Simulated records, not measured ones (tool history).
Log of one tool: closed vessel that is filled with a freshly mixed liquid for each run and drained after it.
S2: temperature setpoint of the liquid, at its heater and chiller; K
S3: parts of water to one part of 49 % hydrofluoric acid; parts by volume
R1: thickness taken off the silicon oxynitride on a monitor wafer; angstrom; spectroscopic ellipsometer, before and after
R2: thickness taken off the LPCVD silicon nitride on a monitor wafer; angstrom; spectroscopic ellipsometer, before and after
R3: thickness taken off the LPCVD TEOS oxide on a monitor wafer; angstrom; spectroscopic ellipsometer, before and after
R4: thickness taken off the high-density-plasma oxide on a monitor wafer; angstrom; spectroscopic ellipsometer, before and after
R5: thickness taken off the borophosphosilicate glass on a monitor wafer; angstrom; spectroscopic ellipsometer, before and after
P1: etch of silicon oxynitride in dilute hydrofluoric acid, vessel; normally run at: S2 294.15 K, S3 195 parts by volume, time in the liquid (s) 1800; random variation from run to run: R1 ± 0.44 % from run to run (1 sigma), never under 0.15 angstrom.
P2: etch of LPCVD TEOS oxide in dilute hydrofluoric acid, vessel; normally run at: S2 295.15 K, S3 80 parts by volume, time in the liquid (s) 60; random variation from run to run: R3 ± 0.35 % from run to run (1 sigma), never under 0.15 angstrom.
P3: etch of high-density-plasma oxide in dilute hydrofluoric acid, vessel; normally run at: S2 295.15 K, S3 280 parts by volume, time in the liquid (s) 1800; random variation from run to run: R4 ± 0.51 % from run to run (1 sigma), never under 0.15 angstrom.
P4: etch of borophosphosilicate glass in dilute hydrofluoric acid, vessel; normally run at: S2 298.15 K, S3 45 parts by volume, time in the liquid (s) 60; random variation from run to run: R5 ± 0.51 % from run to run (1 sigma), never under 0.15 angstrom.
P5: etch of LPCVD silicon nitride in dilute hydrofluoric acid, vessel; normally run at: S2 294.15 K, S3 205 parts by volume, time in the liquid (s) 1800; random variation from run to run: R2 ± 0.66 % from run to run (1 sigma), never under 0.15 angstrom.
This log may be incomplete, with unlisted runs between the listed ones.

{"run": 1, "hour": 12.9, "process that ran": "P1", "S2": 294.15, "S3": 195, "time in the liquid (s)": 1800, "R1": 171.65}
{"run": 2, "hour": 23.3, "process that ran": "P5", "S2": 301.65, "S3": 205, "time in the liquid (s)": 1800, "R2": 53.587}
{"run": 3, "hour": 29.4, "process that ran": "P5", "S2": 294.15, "S3": 205, "time in the liquid (s)": 1800, "R2": 33.479}
{"run": 4, "hour": 42.2, "process that ran": "P1", "S2": 301.15, "S3": 195, "time in the liquid (s)": 1800, "R1": 235.58}
{"run": 5, "hour": 51.5, "process that ran": "P1", "S2": 294.15, "S3": 300, "time in the liquid (s)": 610, "R1": 35.296}
{"run": 6, "hour": 63.8, "process that ran": "P2", "S2": 290.65, "S3": 80, "time in the liquid (s)": 60, "R3": 214.72}
{"run": 7, "hour": 77.4, "process that ran": "P3", "S2": 295.15, "S3": 280, "time in the liquid (s)": 1800, "R4": 322.4}
{"run": 8, "hour": 88.2, "process that ran": "P1", "S2": 294.15, "S3": 195, "time in the liquid (s)": 1800, "R1": 170.89}
{"run": 9, "hour": 100.4, "process that ran": "P1", "S2": 294.15, "S3": 195, "time in the liquid (s)": 1800, "R1": 172.36}
{"run": 10, "hour": 109.7, "process that ran": "P5", "S2": 294.15, "S3": 205, "time in the liquid (s)": 435, "R2": 8.2839}
{"run": 11, "hour": 120.8, "process that ran": "P1", "S2": 294.15, "S3": 195, "time in the liquid (s)": 1800, "R1": 171.8}
{"run": 12, "hour": 128.8, "process that ran": "P4", "S2": 298.15, "S3": 30, "time in the liquid (s)": 60, "R5": 1238.1}
{"hour": 131.1, "done": "thermometer replaced"}
{"run": 13, "hour": 137.8, "process that ran": "P1", "S2": 294.15, "S3": 300, "time in the liquid (s)": 1800, "R1": 103.49}
{"run": 14, "hour": 144.3, "process that ran": "P3", "S2": 295.15, "S3": 55, "time in the liquid (s)": 1800, "R4": 2079.2}
{"run": 15, "hour": 152.6, "process that ran": "P1", "S2": 294.15, "S3": 195, "time in the liquid (s)": 2590, "R1": 250.31}
{"run": 16, "hour": 160.8, "process that ran": "P4", "S2": 298.15, "S3": 45, "time in the liquid (s)": 120, "R5": 1633}
{"run": 17, "hour": 172.1, "process that ran": "P1", "S2": 294.15, "S3": 195, "time in the liquid (s)": 605, "R1": 57.46}
{"run": 18, "hour": 182.9, "process that ran": "P3", "S2": 295.15, "S3": 280, "time in the liquid (s)": 640, "R4": 113.65}
{"run": 19, "hour": 193.9, "process that ran": "P1", "S2": 294.15, "S3": 55, "time in the liquid (s)": 1800, "R1": 676.37}
{"run": 20, "hour": 207.4, "process that ran": "P1", "S2": 290.15, "S3": 195, "time in the liquid (s)": 1800, "R1": 140.69}
{"run": 21, "hour": 215.2, "process that ran": "P4", "S2": 298.15, "S3": 45, "time in the liquid (s)": 60, "R5": 816.07}
{"run": 22, "hour": 226.8, "process that ran": "P1", "S2": 301.65, "S3": 85, "time in the liquid (s)": 1800, "R1": 604.68}
{"run": 23, "hour": 237.0, "process that ran": "P4", "S2": 298.15, "S3": 45, "time in the liquid (s)": 60, "R5": 815.69}
{"run": 24, "hour": 250.7, "process that ran": "P4", "S2": 292.15, "S3": 45, "time in the liquid (s)": 60, "R5": 638.14}
{"run": 25, "hour": 264.9, "process that ran": "P2", "S2": 295.15, "S3": 80, "time in the liquid (s)": 60, "R3": 259.32}
{"run": 26, "hour": 272.7, "process that ran": "P2", "S2": 295.15, "S3": 80, "time in the liquid (s)": 30, "R3": 130.17}
{"run": 27, "hour": 280.8, "process that ran": "P3", "S2": 302.15, "S3": 280, "time in the liquid (s)": 1800, "R4": 408.68}
{"run": 28, "hour": 290.5, "process that ran": "P2", "S2": 295.15, "S3": 20, "time in the liquid (s)": 60, "R3": 1115.6}
{"hour": 297.5, "done": "hydrofluoric acid flow meter replaced"}
{"run": 29, "hour": 300.4, "process that ran": "P5", "S2": 294.15, "S3": 120, "time in the liquid (s)": 1800, "R2": 56.311}
{"run": 30, "hour": 311.8, "process that ran": "P1", "S2": 294.15, "S3": 60, "time in the liquid (s)": 240, "R1": 81.659}
{"run": 31, "hour": 325.9, "process that ran": "P1", "S2": 294.15, "S3": 195, "time in the liquid (s)": 1800, "R1": 173}
{"run": 32, "hour": 334.0, "process that ran": "P1", "S2": 294.15, "S3": 195, "time in the liquid (s)": 1800, "R1": 171.02}
{"run": 33, "hour": 344.7, "process that ran": "P1", "S2": 294.15, "S3": 195, "time in the liquid (s)": 1800, "R1": 171.89}
{"run": 34, "hour": 357.1, "process that ran": "P1", "S2": 294.15, "S3": 195, "time in the liquid (s)": 1800, "R1": 179.84}
{"run": 35, "hour": 368.4, "process that ran": "P1", "S2": 294.15, "S3": 195, "time in the liquid (s)": 1800, "R1": 182.33}
{"run": 36, "hour": 382.1, "process that ran": "P1", "S2": 294.15, "S3": 195, "time in the liquid (s)": 1800, "R1": 184.8}
{"run": 37, "hour": 390.4, "process that ran": "P1", "S2": 294.15, "S3": 195, "time in the liquid (s)": 1800, "R1": 186.2}
{"run": 38, "hour": 399.2, "process that ran": "P1", "S2": 294.15, "S3": 195, "time in the liquid (s)": 1800, "R1": 185.09}
{"run": 39, "hour": 411.6, "process that ran": "P1", "S2": 294.15, "S3": 195, "time in the liquid (s)": 1800, "R1": 186.71}
{"run": 40, "hour": 425.4, "process that ran": "P1", "S2": 294.15, "S3": 195, "time in the liquid (s)": 1800, "R1": 186.15}

What P1 gives has crept away from where it was. These 2 causes fit the log equally well, each at the size given:
A: hydrofluoric acid flow above the setpoint (%) = 7.63
B: liquid hotter than its thermometer reads (K) = 1.82
The onset of the drift is placed at about hour 344.7.

4 check runs are offered, each on 2 wafers whose results are averaged, their results left as question marks. Which one tells the causes apart?
{"run": "check 1", "hour": 439.2, "process that ran": "P5", "S2": 297.65, "S3": 125, "time in the liquid (s)": 1800, "R2": "?"}
{"run": "check 2", "hour": 439.2, "process that ran": "P3", "S2": 298.65, "S3": 75, "time in the liquid (s)": 1800, "R4": "?"}
{"run": "check 3", "hour": 439.2, "process that ran": "P4", "S2": 298.15, "S3": 30, "time in the liquid (s)": 85, "R5": "?"}
{"run": "check 4", "hour": 439.2, "process that ran": "P2", "S2": 295.15, "S3": 45, "time in the liquid (s)": 30, "R3": "?"}

If the cause were each of the candidates in turn, the checks would give the following:
check=check_1 result=R2 if_A=74.156 if_B=77.527
check=check_2 result=R4 if_A=1862.2 if_B=1846.1
check=check_3 result=R5 if_A=1907.1 if_B=1904.3
check=check_4 result=R3 if_A=260.71 if_B=260.26
Distance between the nearest two causes, measured in the result of the check that separates them most: check 1 4.45 %; check 2 0.87 %; check 3 0.15 %; check 4 0.17 %
The other checks would show nearly matching results whichever cause is true, so check 1 is the only one that separates the causes.

The results of check 1 are: R2 73.693 angstrom. Based on these, which of the listed causes is it?

Of the candidate causes, it is A: hydrofluoric acid flow above the setpoint (%).
